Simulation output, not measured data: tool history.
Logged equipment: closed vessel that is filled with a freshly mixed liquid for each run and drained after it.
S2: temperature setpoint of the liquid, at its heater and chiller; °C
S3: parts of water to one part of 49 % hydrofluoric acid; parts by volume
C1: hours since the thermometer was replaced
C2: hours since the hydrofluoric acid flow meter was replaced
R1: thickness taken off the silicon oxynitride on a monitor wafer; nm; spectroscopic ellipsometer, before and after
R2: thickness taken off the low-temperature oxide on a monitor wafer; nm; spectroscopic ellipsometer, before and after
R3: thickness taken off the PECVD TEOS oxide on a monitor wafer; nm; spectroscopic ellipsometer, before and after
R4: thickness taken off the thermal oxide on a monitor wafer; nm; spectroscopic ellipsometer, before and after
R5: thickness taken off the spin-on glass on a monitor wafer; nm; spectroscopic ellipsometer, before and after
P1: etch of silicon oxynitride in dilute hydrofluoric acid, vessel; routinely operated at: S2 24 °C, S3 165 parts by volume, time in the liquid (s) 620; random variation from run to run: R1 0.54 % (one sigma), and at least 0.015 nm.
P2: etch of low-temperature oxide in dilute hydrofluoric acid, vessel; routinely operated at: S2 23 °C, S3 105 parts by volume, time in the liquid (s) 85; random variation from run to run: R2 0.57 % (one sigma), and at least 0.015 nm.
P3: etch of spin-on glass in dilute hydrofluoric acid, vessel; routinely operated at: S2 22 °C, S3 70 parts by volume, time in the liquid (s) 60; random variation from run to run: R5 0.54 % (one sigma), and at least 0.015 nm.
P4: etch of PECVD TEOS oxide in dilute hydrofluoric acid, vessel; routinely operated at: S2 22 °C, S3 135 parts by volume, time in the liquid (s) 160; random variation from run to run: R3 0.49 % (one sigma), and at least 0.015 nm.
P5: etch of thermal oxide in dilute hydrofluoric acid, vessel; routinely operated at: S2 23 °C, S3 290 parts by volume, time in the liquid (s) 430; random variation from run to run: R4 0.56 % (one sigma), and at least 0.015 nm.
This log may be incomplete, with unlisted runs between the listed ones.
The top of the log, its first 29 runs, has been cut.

run 30 hour=98.1 | process_that_ran=P1 S2=20 S3=165 time_in_the_liquid_(s)=620 | C1=809.5 C2=606.3 | R1=4.8394
run 31 hour=100.8 | process_that_ran=P1 S2=32 S3=165 time_in_the_liquid_(s)=620 | C1=812.2 C2=609 | R1=8.2477
run 32 hour=103.4 | process_that_ran=P2 S2=23 S3=180 time_in_the_liquid_(s)=85 | C1=814.8 C2=611.6 | R2=5.6712
run 33 hour=106.8 | process_that_ran=P1 S2=24 S3=165 time_in_the_liquid_(s)=620 | C1=818.2 C2=615 | R1=5.781
run 34 hour=111 | process_that_ran=P1 S2=24 S3=165 time_in_the_liquid_(s)=620 | C1=822.4 C2=619.2 | R1=5.844
run 35 hour=114.2 | process_that_ran=P1 S2=24 S3=165 time_in_the_liquid_(s)=620 | C1=825.6 C2=622.4 | R1=5.6133
run 36 hour=118.4 | process_that_ran=P1 S2=24 S3=165 time_in_the_liquid_(s)=620 | C1=829.8 C2=626.6 | R1=5.4426
run 37 hour=122 | process_that_ran=P1 S2=24 S3=165 time_in_the_liquid_(s)=620 | C1=833.4 C2=630.2 | R1=5.3966
run 38 hour=124.5 | process_that_ran=P1 S2=24 S3=165 time_in_the_liquid_(s)=620 | C1=835.9 C2=632.7 | R1=5.4009
run 39 hour=126.9 | process_that_ran=P1 S2=24 S3=165 time_in_the_liquid_(s)=620 | C1=838.3 C2=635.1 | R1=5.3274
run 40 hour=131.2 | process_that_ran=P1 S2=24 S3=165 time_in_the_liquid_(s)=620 | C1=842.6 C2=639.4 | R1=5.2554
run 41 hour=134.1 | process_that_ran=P1 S2=24 S3=165 time_in_the_liquid_(s)=620 | C1=845.5 C2=642.3 | R1=5.2423
run 42 hour=137.4 | process_that_ran=P1 S2=24 S3=165 time_in_the_liquid_(s)=620 | C1=848.8 C2=645.6 | R1=5.3084

The next listed run, before its measurement:
run 43 hour=140.9 | process_that_ran=P1 S2=24 S3=165 time_in_the_liquid_(s)=620 | C1=852.3 C2=649.1 | R1=?

R1: 5.283 nm
